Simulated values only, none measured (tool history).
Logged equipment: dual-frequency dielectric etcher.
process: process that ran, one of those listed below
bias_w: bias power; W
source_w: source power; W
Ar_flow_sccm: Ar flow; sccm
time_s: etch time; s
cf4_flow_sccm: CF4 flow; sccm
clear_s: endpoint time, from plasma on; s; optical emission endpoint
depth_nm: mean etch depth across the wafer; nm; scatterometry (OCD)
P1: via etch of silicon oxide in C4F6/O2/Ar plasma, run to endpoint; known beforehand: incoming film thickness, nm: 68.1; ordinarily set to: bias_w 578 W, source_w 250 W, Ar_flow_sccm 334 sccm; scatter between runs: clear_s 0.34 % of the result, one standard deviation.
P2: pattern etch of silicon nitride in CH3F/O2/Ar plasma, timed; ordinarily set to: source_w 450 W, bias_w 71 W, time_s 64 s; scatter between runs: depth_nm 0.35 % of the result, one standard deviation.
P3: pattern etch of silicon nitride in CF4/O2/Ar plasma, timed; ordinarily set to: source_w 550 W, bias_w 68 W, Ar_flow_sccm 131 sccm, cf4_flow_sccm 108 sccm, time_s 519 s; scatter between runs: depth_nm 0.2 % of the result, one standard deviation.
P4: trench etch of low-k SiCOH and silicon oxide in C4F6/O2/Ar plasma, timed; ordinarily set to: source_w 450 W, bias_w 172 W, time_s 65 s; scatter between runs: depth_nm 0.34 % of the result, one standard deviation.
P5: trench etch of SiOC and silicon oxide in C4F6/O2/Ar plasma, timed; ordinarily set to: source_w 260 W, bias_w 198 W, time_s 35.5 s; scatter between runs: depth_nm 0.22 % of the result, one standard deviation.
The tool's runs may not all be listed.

| run | hour | process | bias_w | source_w | Ar_flow_sccm | time_s | cf4_flow_sccm | clear_s | depth_nm |
|---|---|---|---|---|---|---|---|---|---|
| 1 | 8.3 | P1 | 578 | 250 | 334 |  |  | 17.342 |  |
| 2 | 17.4 | P1 | 366 | 250 | 334 |  |  | 20.581 |  |
| 3 | 22.1 | P2 | 71 | 450 |  | 64 |  |  | 45.959 |
| 4 | 29.7 | P1 | 739 | 250 | 334 |  |  | 15.736 |  |
| 5 | 34.7 | P3 | 68 | 550 | 131 | 519 | 147 |  | 1216.3 |
| 6 | 39.5 | P5 | 126 | 260 |  | 35.5 |  |  | 55.761 |
| 7 | 46 | P5 | 198 | 260 |  | 35.5 |  |  | 63.859 |
| 8 | 50.6 | P3 | 68 | 550 | 131 | 519 | 108 |  | 1175.5 |
| 9 | 55.3 | P5 | 198 | 260 |  | 35.5 |  |  | 63.999 |
| 10 | 65 | P3 | 68 | 550 | 131 | 285.5 | 108 |  | 644.54 |
| 11 | 73 | P2 | 71 | 450 |  | 35 |  |  | 25.215 |
| 12 | 80.6 | P1 | 676 | 250 | 242 |  |  | 15.753 |  |
| 13 | 89.7 | P3 | 68 | 740 | 131 | 519 | 108 |  | 1516.2 |
| 14 | 97 | P1 | 578 | 250 | 334 |  |  | 17.269 |  |
| 15 | 102.4 | P3 | 68 | 550 | 103 | 519 | 108 |  | 1209.6 |
| 16 | 110.3 | P3 | 81 | 550 | 131 | 519 | 108 |  | 1261.8 |
| 17 | 116.9 | P1 | 578 | 250 | 334 |  |  | 17.362 |  |
| 18 | 124.7 | P2 | 45 | 450 |  | 64 |  |  | 39.717 |
| 19 | 131.8 | P1 | 578 | 250 | 205 |  |  | 16.351 |  |
| 20 | 140.2 | P2 | 71 | 300 |  | 64 |  |  | 39.151 |
| 21 | 150.3 | P1 | 578 | 320 | 334 |  |  | 15.874 |  |
| 22 | 156.7 | P1 | 578 | 250 | 448 |  |  | 17.9 |  |
| 23 | 162.5 | P5 | 198 | 180 |  | 35.5 |  |  | 55.825 |
| 24 | 171 | P1 | 578 | 170 | 334 |  |  | 20.002 |  |
| 25 | 179.1 | P1 | 578 | 250 | 334 |  |  | 17.419 |  |
| 26 | 183.9 | P4 | 172 | 450 |  | 65 |  |  | 215.41 |
| 27 | 193.7 | P1 | 578 | 250 | 334 |  |  | 17.331 |  |
| 28 | 202.1 | P1 | 578 | 250 | 334 |  |  | 17.495 |  |

Run 29 has not been measured yet. What should we expect?
| 29 | 211.5 | P4 | 107 | 450 |  | 65 |  |  | ? |

Run 29 gave depth_nm 187.12 nm.
